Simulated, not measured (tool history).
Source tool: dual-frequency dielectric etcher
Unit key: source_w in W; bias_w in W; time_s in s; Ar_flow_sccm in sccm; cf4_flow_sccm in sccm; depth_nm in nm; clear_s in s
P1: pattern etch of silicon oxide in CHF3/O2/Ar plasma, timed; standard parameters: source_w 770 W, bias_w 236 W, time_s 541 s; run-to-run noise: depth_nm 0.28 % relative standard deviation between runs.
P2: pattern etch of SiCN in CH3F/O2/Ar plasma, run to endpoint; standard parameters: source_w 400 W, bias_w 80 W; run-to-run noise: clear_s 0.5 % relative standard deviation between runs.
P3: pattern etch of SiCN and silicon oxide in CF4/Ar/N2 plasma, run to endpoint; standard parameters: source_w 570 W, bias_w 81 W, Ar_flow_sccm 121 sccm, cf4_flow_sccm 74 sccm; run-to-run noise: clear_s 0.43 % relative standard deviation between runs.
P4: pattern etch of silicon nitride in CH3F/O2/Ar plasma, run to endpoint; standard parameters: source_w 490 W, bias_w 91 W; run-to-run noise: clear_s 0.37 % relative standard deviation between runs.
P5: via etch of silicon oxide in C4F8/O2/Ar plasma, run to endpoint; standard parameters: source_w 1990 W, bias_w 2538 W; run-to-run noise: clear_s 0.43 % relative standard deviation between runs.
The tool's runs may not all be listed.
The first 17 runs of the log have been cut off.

| run | hour | process | source_w | bias_w | time_s | Ar_flow_sccm | cf4_flow_sccm | depth_nm | clear_s |
|---|---|---|---|---|---|---|---|---|---|
| 18 | 114.5 | P1 | 460 | 236 | 541 |  |  | 1023.7 |  |
| 19 | 123.5 | P3 | 570 | 105 |  | 121 | 74 |  | 10.853 |
| 20 | 128.7 | P2 | 260 | 80 |  |  |  |  | 17.489 |
| 21 | 132.9 | P3 | 400 | 81 |  | 121 | 74 |  | 16.287 |
| 22 | 138.8 | P3 | 570 | 81 |  | 85 | 74 |  | 11.385 |
| 23 | 143.3 | P4 | 310 | 91 |  |  |  |  | 81.88 |
| 24 | 148.1 | P1 | 770 | 236 | 541 |  |  | 1230.2 |  |
| 25 | 153.9 | P2 | 400 | 80 |  |  |  |  | 14.973 |

Estimate the outcome of run 26 from the log above:
| 26 | 161 | P5 | 1990 | 3524 |  |  |  |  | ? |

Run 26 measured clear_s 243.17 s.
